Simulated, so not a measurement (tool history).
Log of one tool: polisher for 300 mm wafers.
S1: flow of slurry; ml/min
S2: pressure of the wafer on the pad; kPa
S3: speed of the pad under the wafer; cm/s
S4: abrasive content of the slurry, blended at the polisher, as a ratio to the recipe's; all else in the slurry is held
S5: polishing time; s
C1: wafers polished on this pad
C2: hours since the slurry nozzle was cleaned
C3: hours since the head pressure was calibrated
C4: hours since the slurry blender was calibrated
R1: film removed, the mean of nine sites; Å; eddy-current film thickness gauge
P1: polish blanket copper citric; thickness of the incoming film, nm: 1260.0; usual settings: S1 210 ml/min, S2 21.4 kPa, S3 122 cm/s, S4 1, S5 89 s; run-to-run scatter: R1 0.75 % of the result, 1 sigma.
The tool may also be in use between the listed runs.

run,hour,S1,S2,S3,S4,S5,C1,C2,C3,C4,R1
1,7.1,210,21.4,122,1,89,248,298.7,750.1,84.3,2534.1
2,16,210,21.4,122,1.25,134,351,307.6,759,93.2,4029.6
3,24.9,210,15.2,160,1,89,453,316.5,767.9,102.1,2350.1
4,34.3,210,21.4,188,1,89,561,325.9,777.3,111.5,3908.1
5,40.9,210,9.7,122,1,89,637,332.5,783.9,118.1,1179.1
6,45.5,315,21.4,122,1,89,689,337.1,788.5,122.7,2638.5
7,54.6,140,21.4,122,1,89,794,346.2,797.6,131.8,2361.2
8,59.4,210,21.4,122,1,119,849,351,802.4,136.6,3370.5
# hour 63.7: slurry nozzle cleaned
9,65.6,210,21.4,122,1,89,920,1.9,808.6,142.8,2576.1
10,75,210,21.4,56,1,89,1028,11.3,818,152.2,1193.7
11,84.3,300,21.4,122,1.35,89,1135,20.6,827.3,161.5,2817.8
12,93.7,210,21.4,122,0.7,89,1243,30,836.7,170.9,2360.6
13,99.5,210,21.4,122,1,89,1310,35.8,842.5,176.7,2538
14,104.3,210,33.8,122,1,89,1365,40.6,847.3,181.5,3971.9
15,108.9,210,21.4,122,1,89,1418,45.2,851.9,186.1,2558.8

Forecast run 16:
16,116.5,210,21.4,122,1.5,89,1505,52.8,859.5,193.7,?

R1: 2751.9 Å
